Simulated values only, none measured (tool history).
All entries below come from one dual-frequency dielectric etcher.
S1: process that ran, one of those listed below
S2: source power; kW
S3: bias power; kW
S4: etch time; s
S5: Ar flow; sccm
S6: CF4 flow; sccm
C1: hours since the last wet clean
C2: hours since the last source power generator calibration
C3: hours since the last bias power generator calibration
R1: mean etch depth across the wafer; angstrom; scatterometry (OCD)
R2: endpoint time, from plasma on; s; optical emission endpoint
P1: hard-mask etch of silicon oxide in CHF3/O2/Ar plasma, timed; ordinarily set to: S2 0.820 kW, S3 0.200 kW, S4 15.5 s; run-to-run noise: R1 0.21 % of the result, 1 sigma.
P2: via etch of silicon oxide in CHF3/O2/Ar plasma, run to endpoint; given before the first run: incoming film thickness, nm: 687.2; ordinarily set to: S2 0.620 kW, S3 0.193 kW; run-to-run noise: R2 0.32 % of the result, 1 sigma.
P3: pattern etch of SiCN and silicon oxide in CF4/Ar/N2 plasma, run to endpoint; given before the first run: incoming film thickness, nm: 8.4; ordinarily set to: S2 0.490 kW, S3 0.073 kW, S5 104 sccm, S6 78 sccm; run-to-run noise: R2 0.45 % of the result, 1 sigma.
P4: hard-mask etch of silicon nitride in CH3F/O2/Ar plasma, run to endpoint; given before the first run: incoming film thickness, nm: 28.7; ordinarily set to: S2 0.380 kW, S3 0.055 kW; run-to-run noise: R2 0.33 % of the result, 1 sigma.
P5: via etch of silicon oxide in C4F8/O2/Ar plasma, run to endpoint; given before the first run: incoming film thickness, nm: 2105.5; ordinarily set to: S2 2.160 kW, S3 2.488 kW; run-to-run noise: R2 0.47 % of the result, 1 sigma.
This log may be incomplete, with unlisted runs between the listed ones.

run   hour  S1     S2     S3    S4   S5  S6     C1      C2      C3      R1        R2
  1    9.9  P1  0.820  0.200  15.5           105.7  2975.9  1052.2  371.75
  2   23.3  P2  0.380  0.193                 119.1  2989.3  1065.6          393.7200
  3   35.2  P1  0.820  0.200  15.5           131.0  3001.2  1077.5  371.35
  4   44.8  P1  0.820  0.200  20.0           140.6  3010.8  1087.1  480.57
  5   59.4  P1  0.820  0.200  15.5           155.2  3025.4  1101.7  371.50
      67.4  -- bias power generator calibrated
  6   72.4  P3  0.490  0.073        104  97  168.2  3038.4     5.0            9.0424
  7   85.5  P1  0.620  0.200  22.0           181.3  3051.5    18.1  472.81
  8   96.6  P1  0.950  0.200  20.0           192.4  3062.6    29.2  507.12
  9  116.0  P3  0.300  0.073        104  78  211.8  3082.0    48.6           14.2400
 10  134.1  P1  0.820  0.200  15.5           229.9  3100.1    66.7  371.48
 11  153.6  P1  0.820  0.200  15.5           249.4  3119.6    86.2  371.25
 12  168.8  P2  0.620  0.262                 264.6  3134.8   101.4          295.8700
 13  179.6  P1  0.820  0.200  15.5           275.4  3145.6   112.2  371.86
 14  192.5  P1  0.820  0.200  11.5           288.3  3158.5   125.1  275.57
 15  208.7  P5  2.160  1.613                 304.5  3174.7   141.3          416.7200
 16  223.3  P1  0.820  0.117  15.5           319.1  3189.3   155.9  313.18
 17  235.0  P4  0.380  0.055                 330.8  3201.0   167.6           45.5910
 18  254.2  P5  1.680  2.488                 350.0  3220.2   186.8          405.9400
 19  263.2  P1  1.000  0.200  15.5           359.0  3229.2   195.8  399.32
 20  273.9  P4  0.380  0.039                 369.7  3239.9   206.5           50.7550
 21  284.2  P4  0.380  0.055                 380.0  3250.2   216.8           45.4770

Run 22 is up next; what results do you expect?
 22  294.1  P5  2.160  2.488              389.9  3260.1  226.7       ?

Logged for run 22: R2 369.2200 s.
